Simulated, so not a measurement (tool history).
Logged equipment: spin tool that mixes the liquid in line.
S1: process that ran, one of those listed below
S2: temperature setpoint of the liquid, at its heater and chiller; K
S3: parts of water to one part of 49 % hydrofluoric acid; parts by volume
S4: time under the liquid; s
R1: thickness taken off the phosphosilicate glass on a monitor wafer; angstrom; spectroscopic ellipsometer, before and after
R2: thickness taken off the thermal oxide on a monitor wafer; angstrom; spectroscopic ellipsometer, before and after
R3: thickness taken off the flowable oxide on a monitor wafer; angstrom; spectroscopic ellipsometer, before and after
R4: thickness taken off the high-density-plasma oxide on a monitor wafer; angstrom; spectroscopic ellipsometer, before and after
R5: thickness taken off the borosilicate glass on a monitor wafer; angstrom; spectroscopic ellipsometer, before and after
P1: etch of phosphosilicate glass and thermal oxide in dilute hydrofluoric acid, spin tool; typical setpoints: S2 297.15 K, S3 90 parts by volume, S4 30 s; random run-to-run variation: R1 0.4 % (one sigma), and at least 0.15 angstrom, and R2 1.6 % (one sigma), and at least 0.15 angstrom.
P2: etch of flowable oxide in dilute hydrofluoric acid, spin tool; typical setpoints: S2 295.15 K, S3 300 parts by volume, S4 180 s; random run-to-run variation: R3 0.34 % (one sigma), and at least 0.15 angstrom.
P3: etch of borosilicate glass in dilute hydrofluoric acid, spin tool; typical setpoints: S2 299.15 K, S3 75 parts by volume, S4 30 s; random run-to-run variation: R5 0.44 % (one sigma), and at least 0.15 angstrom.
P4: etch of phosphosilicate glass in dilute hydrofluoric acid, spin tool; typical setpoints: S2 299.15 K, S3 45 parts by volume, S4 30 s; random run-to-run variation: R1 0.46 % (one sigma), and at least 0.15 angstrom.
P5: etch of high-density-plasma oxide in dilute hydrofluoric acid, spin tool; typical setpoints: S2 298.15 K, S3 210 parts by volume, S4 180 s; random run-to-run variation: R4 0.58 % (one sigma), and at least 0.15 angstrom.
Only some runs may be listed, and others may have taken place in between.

run     day  S1      S2   S3   S4      R1      R2      R3      R4      R5
  1   0.471  P1  297.15   90   30  287.27   15.33
  2   0.808  P2  295.15  300  180                  150.93
  3   1.275  P4  299.15   45   30  914.59
  4   1.733  P4  299.15   75   30  525.55
  5   2.346  P1  297.15   90   30   286.6  15.537
  6   2.767  P1  302.65   90   15   178.4  9.5256
  7   3.175  P5  298.15  210  180                           61.29
  8   3.746  P1  297.15  160   30  148.33  8.0506
      3.796  -- hydrofluoric acid flow meter replaced
  9   4.208  P1  297.15   20   30  1413.6   75.26
 10   4.554  P1  303.65   25   30  1465.4  79.238
 11   5.188  P3  299.15   75   60                                  268.97
 12   5.808  P5  302.15  210  180                          69.507
 13   6.371  P1  297.15   90   30  288.14  15.952
 14   6.779  P2  295.15   60  180                  970.31
 15   7.392  P3  299.15  140   30                                  66.363
      7.696  -- thermometer replaced
 16     7.9  P4  295.15   45   30  779.28
 17   8.546  P1  304.15   90   30  376.72  21.092
 18   8.842  P1  302.15   90   15  175.33  9.3586
 19   9.475  P5  298.15  370  180                          29.532
 20  10.008  P4  299.15   45   30  918.73
 21  10.621  P2  295.15  300  180                  150.54
 22  10.946  P3  299.15   75   30                                  132.96
 23  11.542  P1  297.15   90   30  287.82  15.153
 24  12.083  P3  295.15   75   30                                  115.24
 25  12.546  P1  293.15   90   30  244.65  13.014
 26  12.854  P1  297.15   90   65  622.72    33.8
 27  13.192  P2  295.15  300  270                   225.7
 28  13.617  P5  298.15  210  325                          109.54
 29  13.996  P2  302.15  300  180                  190.52
 30  14.308  P4  299.15   45   55  1687.4
 31  14.704  P1  297.15   90   15  143.32  8.0106
 32    15.3  P1  297.15   90   30  285.76  15.329
 33  15.829  P1  297.15   90   30  296.56  16.832
 34  16.146  P1  297.15   90   30  303.31  16.214
 35  16.458  P1  297.15   90   30  305.18  16.185
 36  16.833  P1  297.15   90   30  308.57  16.518
 37  17.142  P1  297.15   90   30  310.46  17.472
 38  17.621  P1  297.15   90   30  308.31  16.799
 39  17.933  P1  297.15   90   30  310.98   17.18
 40  18.371  P1  297.15   90   30  310.37  16.978
 41  19.029  P1  297.15   90   30  312.11  16.894

The log shows P1 creeping away from where it was. Any of the 2 causes listed here, at the size stated for it, fits the log just as well as the others:
A: liquid hotter than its thermometer reads (K) = 2.15
B: hydrofluoric acid flow above the setpoint (%) = 7.96
The creep began at about day 15.3.

You are offered 4 check runs, listed below with question marks in place of their results; each one averages 3 wafers. Which run separates the listed causes by giving clearly different results for each?
check 1  19.688  P2  301.15   90  180           ?
check 2  19.688  P4  299.15   45   40   ?
check 3  19.688  P5  298.15  355  270               ?
check 4  19.688  P3  299.15  100   60                   ?

How each check would come out, cause by cause:
  check  result    if A    if B
check 1      R3  861.91  865.19
check 2      R1  1330.8  1323.6
check 3      R4  49.898   51.48
check 4      R5  211.37  212.06
How far apart the two closest causes lie, in the result that separates them most: check 1 0.38 %; check 2 0.54 %; check 3 3.12 %; check 4 0.33 %
Of the check runs offered, only check 3 discriminates between the causes; the rest would read about the same regardless of which cause applies.

Check 3 was then run and gave: R4 51.359 angstrom. Which cause is it?

Of the candidate causes, it is B: hydrofluoric acid flow above the setpoint (%).

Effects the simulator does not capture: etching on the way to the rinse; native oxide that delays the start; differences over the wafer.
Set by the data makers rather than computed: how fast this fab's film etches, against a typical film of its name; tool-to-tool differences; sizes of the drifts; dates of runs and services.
